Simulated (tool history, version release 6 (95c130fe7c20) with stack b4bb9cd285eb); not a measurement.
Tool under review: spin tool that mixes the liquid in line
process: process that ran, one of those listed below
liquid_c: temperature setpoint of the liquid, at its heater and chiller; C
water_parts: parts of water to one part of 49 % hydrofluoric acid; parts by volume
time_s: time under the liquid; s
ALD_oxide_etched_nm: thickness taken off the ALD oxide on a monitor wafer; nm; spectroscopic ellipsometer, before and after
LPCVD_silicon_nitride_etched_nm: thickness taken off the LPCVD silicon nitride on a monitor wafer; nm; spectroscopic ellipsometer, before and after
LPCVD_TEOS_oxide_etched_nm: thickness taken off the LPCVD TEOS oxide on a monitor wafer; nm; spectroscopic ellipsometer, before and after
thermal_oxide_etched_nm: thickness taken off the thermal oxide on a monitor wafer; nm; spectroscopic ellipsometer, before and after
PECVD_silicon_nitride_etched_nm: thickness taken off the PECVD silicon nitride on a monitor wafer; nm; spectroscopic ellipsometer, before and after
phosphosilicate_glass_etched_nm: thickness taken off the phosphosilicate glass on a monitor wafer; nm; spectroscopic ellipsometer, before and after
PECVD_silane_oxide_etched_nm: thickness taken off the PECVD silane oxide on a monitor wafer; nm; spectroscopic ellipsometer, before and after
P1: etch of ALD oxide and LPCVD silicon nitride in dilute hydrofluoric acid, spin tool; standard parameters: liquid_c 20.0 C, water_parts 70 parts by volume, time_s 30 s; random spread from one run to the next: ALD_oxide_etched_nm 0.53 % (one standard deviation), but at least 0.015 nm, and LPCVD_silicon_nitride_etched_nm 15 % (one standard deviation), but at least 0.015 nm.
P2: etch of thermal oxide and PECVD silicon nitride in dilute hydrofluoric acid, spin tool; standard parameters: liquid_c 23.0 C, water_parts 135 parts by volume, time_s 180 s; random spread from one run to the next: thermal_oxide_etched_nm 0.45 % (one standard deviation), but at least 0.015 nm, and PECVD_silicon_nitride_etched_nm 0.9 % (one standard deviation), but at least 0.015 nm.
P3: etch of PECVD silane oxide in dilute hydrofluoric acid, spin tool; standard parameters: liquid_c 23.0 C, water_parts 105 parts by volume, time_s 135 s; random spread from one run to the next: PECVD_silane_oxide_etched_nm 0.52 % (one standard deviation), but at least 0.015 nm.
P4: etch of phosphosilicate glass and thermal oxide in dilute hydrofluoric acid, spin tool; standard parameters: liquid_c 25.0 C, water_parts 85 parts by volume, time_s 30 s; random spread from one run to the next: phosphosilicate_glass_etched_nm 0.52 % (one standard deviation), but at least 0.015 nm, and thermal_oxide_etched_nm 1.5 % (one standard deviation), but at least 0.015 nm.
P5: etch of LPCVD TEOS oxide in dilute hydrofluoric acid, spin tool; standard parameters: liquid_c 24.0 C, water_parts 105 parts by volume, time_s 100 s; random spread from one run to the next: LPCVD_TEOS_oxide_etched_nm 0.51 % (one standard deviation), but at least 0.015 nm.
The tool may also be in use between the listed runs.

run,hour,process,liquid_c,water_parts,time_s,hours since the thermometer was replaced,hours since the hydrofluoric acid flow meter was replaced,ALD_oxide_etched_nm,LPCVD_silicon_nitride_etched_nm,LPCVD_TEOS_oxide_etched_nm,thermal_oxide_etched_nm,PECVD_silicon_nitride_etched_nm,phosphosilicate_glass_etched_nm,PECVD_silane_oxide_etched_nm
1,6.7,P1,20.0,70,30,306.5,988.4,9.5377,0.153010,,,,,
2,14.9,P5,20.0,105,100,314.7,996.6,,,13.1540,,,,
3,19.8,P5,24.0,105,100,319.6,1001.5,,,15.5860,,,,
4,28.2,P1,20.0,70,30,328.0,1009.9,9.6580,0.181550,,,,,
# hour 31.1: hydrofluoric acid flow meter replaced
5,37.5,P2,23.0,135,80,337.3,6.4,,,,2.4242,1.2012,,
6,42.3,P4,25.0,85,30,342.1,11.2,,,,1.7238,,25.679,
7,48.8,P1,27.0,70,30,348.6,17.7,12.6880,0.317390,,,,,
8,58.2,P3,23.0,105,220,358.0,27.1,,,,,,,40.660
9,62.8,P1,20.0,70,30,362.6,31.7,9.6249,0.155680,,,,,
10,67.5,P4,25.0,20,30,367.3,36.4,,,,7.9875,,118.760,
# hour 69.5: thermometer replaced
11,72.5,P5,24.0,170,100,3.0,41.4,,,8.7606,,,,
12,80.2,P2,27.0,135,180,10.7,49.1,,,,6.3800,3.4486,,
13,88.8,P1,20.0,115,30,19.3,57.7,5.5309,0.137280,,,,,
14,95.5,P5,24.0,105,40,26.0,64.4,,,6.2217,,,,
15,103.6,P1,20.0,70,30,34.1,72.5,9.5358,0.153510,,,,,
16,109.6,P1,20.0,45,30,40.1,78.5,15.4560,0.240290,,,,,
17,114.2,P2,23.0,25,180,44.7,83.1,,,,33.6080,13.8600,,
18,122.5,P1,20.0,70,45,53.0,91.4,14.2910,0.228750,,,,,
19,127.9,P3,23.0,105,135,58.4,96.8,,,,,,,24.737
20,133.6,P2,23.0,135,180,64.1,102.5,,,,5.4181,2.6803,,
21,138.5,P1,20.0,70,15,69.0,107.4,4.8099,0.104610,,,,,
22,146.5,P1,20.0,70,30,77.0,115.4,9.6296,0.107220,,,,,
23,150.9,P1,17.0,70,50,81.4,119.8,14.0010,0.222260,,,,,
24,160.2,P1,17.0,70,30,90.7,129.1,8.3934,0.165940,,,,,
25,164.3,P1,20.0,70,30,94.8,133.2,9.5462,0.124890,,,,,
26,169.9,P3,23.0,160,135,100.4,138.8,,,,,,,15.184
27,175.5,P1,20.0,120,15,106.0,144.4,2.6327,0.076596,,,,,
28,184.1,P4,25.0,85,60,114.6,153.0,,,,3.4811,,51.070,
29,190.2,P3,27.5,105,135,120.7,159.1,,,,,,,29.749
30,197.7,P4,31.0,85,30,128.2,166.6,,,,2.1994,,32.332,
31,205.0,P5,24.0,105,100,135.5,173.9,,,15.5030,,,,
32,214.0,P1,20.0,70,30,144.5,182.9,9.6201,0.212350,,,,,
33,218.6,P1,20.0,70,30,149.1,187.5,9.9754,0.160900,,,,,
34,226.2,P1,20.0,70,30,156.7,195.1,10.0570,0.180610,,,,,
35,231.6,P1,20.0,70,30,162.1,200.5,10.3440,0.171520,,,,,
36,240.5,P1,20.0,70,30,171.0,209.4,10.5370,0.223490,,,,,
37,246.9,P1,20.0,70,30,177.4,215.8,10.4510,0.140280,,,,,
38,251.6,P1,20.0,70,30,182.1,220.5,10.4360,0.183470,,,,,
39,259.6,P1,20.0,70,30,190.1,228.5,10.4850,0.181500,,,,,

Compared with where it was, what P1 gives has crept away. Each cause listed below fits the log as well as the rest, at the size given for it:
A: hydrofluoric acid flow above the setpoint (%) = 8.7
B: liquid hotter than its thermometer reads (K) = 2.18
Creep in the process output first set in at about hour 214.0.

Below are 4 check runs, each averaged over 2 wafers, with their results shown as question marks. Which of them would give clearly different results depending on which cause is behind the drift?
check 1,267.6,P2,23.0,135,180,,,,,,?,?,,
check 2,267.6,P4,25.0,85,30,,,,,,?,,?,
check 3,267.6,P5,24.0,105,100,,,,,?,,,,
check 4,267.6,P3,23.0,105,135,,,,,,,,,?

How each check would come out, cause by cause:
check,result,if A,if B
check 1,thermal_oxide_etched_nm,5.9979,5.9285
check 1,PECVD_silicon_nitride_etched_nm,2.9185,3.0967
check 2,thermal_oxide_etched_nm,1.8852,1.8731
check 2,phosphosilicate_glass_etched_nm,27.974,27.794
check 3,LPCVD_TEOS_oxide_etched_nm,16.9630,16.8190
check 4,PECVD_silane_oxide_etched_nm,27.333,27.130
Per-check spread between the two closest causes, in the result where they differ most: check 1 5.93 %; check 2 0.64 %; check 3 0.85 %; check 4 0.75 %
Check 1 is the one run that separates the causes; every other check would come out nearly the same whichever cause is at work.

Running check 1 produced the following: thermal_oxide_etched_nm 6.0056 nm; PECVD_silicon_nitride_etched_nm 2.9287 nm. Which one of the listed causes fits?

It was cause A: hydrofluoric acid flow above the setpoint (%).
